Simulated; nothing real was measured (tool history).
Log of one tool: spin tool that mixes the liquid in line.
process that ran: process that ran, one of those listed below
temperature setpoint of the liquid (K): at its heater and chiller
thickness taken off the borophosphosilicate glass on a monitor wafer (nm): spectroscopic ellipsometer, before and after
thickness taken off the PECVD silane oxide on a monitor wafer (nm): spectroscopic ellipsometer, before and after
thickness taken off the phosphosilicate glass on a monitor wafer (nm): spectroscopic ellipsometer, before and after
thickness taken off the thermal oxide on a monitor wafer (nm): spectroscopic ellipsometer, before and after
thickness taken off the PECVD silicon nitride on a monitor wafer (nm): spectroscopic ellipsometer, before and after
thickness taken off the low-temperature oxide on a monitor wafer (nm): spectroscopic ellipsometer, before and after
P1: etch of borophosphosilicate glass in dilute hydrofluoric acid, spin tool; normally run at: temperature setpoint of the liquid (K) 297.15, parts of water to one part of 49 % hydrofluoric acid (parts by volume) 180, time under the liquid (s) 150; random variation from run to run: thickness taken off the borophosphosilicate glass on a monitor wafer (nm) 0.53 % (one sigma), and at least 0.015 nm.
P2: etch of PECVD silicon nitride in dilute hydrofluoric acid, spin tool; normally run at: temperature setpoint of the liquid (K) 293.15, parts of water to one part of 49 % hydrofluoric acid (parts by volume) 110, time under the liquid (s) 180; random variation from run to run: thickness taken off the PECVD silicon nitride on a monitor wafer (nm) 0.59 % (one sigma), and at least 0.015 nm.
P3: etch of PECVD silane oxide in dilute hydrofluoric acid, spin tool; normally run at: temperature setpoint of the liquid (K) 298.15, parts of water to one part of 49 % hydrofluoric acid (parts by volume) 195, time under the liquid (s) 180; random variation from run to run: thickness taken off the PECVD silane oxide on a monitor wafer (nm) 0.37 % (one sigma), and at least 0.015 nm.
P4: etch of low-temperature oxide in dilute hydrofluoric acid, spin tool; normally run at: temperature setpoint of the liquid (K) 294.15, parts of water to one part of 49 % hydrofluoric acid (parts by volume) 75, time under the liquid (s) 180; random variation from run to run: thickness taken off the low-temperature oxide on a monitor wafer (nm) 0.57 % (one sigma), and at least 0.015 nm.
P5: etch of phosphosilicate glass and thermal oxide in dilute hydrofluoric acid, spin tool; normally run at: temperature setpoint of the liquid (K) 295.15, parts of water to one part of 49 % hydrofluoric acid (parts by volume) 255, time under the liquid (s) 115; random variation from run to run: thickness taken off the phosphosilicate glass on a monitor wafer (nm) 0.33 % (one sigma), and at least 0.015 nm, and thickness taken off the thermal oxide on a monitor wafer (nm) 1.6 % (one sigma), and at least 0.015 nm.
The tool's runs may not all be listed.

run   hour  process that ran  temperature setpoint of the liquid (K)  parts of water to one part of 49 % hydrofluoric acid (parts by volume)  time under the liquid (s)  hours since the thermometer was replaced  hours since the hydrofluoric acid flow meter was replaced  thickness taken off the borophosphosilicate glass on a monitor wafer (nm)  thickness taken off the PECVD silane oxide on a monitor wafer (nm)  thickness taken off the phosphosilicate glass on a monitor wafer (nm)  thickness taken off the thermal oxide on a monitor wafer (nm)  thickness taken off the PECVD silicon nitride on a monitor wafer (nm)  thickness taken off the low-temperature oxide on a monitor wafer (nm)
  1   13.2                P1                                  297.15                                                                     180                        150                                    1206.3                                                      608.8                                                                    34.0440
  2   20.9                P1                                  303.15                                                                     180                         15                                    1214.0                                                      616.5                                                                     4.2230
  3   30.9                P3                                  298.15                                                                     195                        180                                    1224.0                                                      626.5                                                                                                                                        20.8160
  4   37.9                P5                                  302.15                                                                     255                        115                                    1231.0                                                      633.5                                                                                                                                                                                                                28.011                                                         2.1765
  5   49.8                P2                                  293.15                                                                     165                        180                                    1242.9                                                      645.4                                                                                                                                                                                                                                                                                                                                                     3.67970
  6   64.3                P4                                  294.15                                                                      75                        180                                    1257.4                                                      659.9                                                                                                                                                                                                                                                                                                                                                                                                                             34.416
  7   73.4                P2                                  300.15                                                                     110                        180                                    1266.5                                                      669.0                                                                                                                                                                                                                                                                                                                                                     8.76940
  8   79.8                P1                                  297.15                                                                     180                        150                                    1272.9                                                      675.4                                                                    33.6630
  9   90.9                P2                                  293.15                                                                     110                         20                                    1284.0                                                      686.5                                                                                                                                                                                                                                                                                                                                                     0.58282
 10   99.6                P3                                  298.15                                                                     195                         15                                    1292.7                                                      695.2                                                                                                                                         1.7605
 11  111.1                P4                                  294.15                                                                     130                        180                                    1304.2                                                      706.7                                                                                                                                                                                                                                                                                                                                                                                                                             18.575
 12  121.2                P3                                  291.15                                                                     195                        180                                    1314.3                                                      716.8                                                                                                                                        16.1040
 13  130.7                P1                                  297.15                                                                      80                         55                                    1323.8                                                      726.3                                                                    31.5570
 14  139.7                P4                                  294.15                                                                      75                        180                                    1332.8                                                      735.3                                                                                                                                                                                                                                                                                                                                                                                                                             34.368
 15  149.5                P1                                  297.15                                                                     180                        150                                    1342.6                                                      745.1                                                                    34.1100
 16  158.3                P1                                  297.15                                                                     180                        150                                    1351.4                                                      753.9                                                                    34.0990
 17  171.0                P2                                  293.15                                                                     110                        180                                    1364.1                                                      766.6                                                                                                                                                                                                                                                                                                                                                     5.42230
 18  182.6                P1                                  293.65                                                                     265                        150                                    1375.7                                                      778.2                                                                    18.8110
 19  195.3                P1                                  297.15                                                                     180                         30                                    1388.4                                                      790.9                                                                     6.7743
 20  202.0                P1                                  297.15                                                                     115                        150                                    1395.1                                                      797.6                                                                    57.4510
 21  210.7                P1                                  297.15                                                                     180                        150                                    1403.8                                                      806.3                                                                    34.2410
 22  220.5                P1                                  297.15                                                                     275                        150                                    1413.6                                                      816.1                                                                    20.0020
 23  234.2                P5                                  295.15                                                                      60                        115                                    1427.3                                                      829.8                                                                                                                                                                                                               114.300                                                         8.8781
 24  247.2                P3                                  298.15                                                                      40                        180                                    1440.3                                                      842.8                                                                                                                                       123.9000
 25  254.4                P1                                  297.15                                                                     180                        255                                    1447.5                                                      850.0                                                                    57.8250
 26  267.5                P1                                  290.15                                                                     180                        150                                    1460.6                                                      863.1                                                                    26.0630
 27  279.0                P5                                  295.15                                                                     255                        115                                    1472.1                                                      874.6                                                                                                                                                                                                                21.819                                                         1.7339
 28  290.4                P3                                  298.15                                                                     195                        180                                    1483.5                                                      886.0                                                                                                                                        20.9010
 29  302.0                P1                                  303.65                                                                     180                        150                                    1495.1                                                      897.6                                                                    42.9650
 30  314.5                P5                                  295.15                                                                     255                        190                                    1507.6                                                      910.1                                                                                                                                                                                                                36.097                                                         2.8351
 31  321.0                P4                                  302.15                                                                      75                        180                                    1514.1                                                      916.6                                                                                                                                                                                                                                                                                                                                                                                                                             46.867
 32  329.4                P2                                  293.15                                                                     110                        180                                    1522.5                                                      925.0                                                                                                                                                                                                                                                                                                                                                     5.41530
 33  343.1                P5                                  295.15                                                                     255                        115                                    1536.2                                                      938.7                                                                                                                                                                                                                21.792                                                         1.7531
 34  353.6                P4                                  294.15                                                                      75                        290                                    1546.7                                                      949.2                                                                                                                                                                                                                                                                                                                                                                                                                             54.922
 35  365.5                P1                                  297.15                                                                     180                        150                                    1558.6                                                      961.1                                                                    33.8580
 36  372.0                P1                                  297.15                                                                     180                        150                                    1565.1                                                      967.6                                                                    33.4740

Run 37 comes next. What will it give?
 37  382.7                P1                                  297.15                                                                     180                        150                                    1575.8                                                      978.3                                                                          ?

Run 37 gave thickness taken off the borophosphosilicate glass on a monitor wafer (nm) 32.5450.
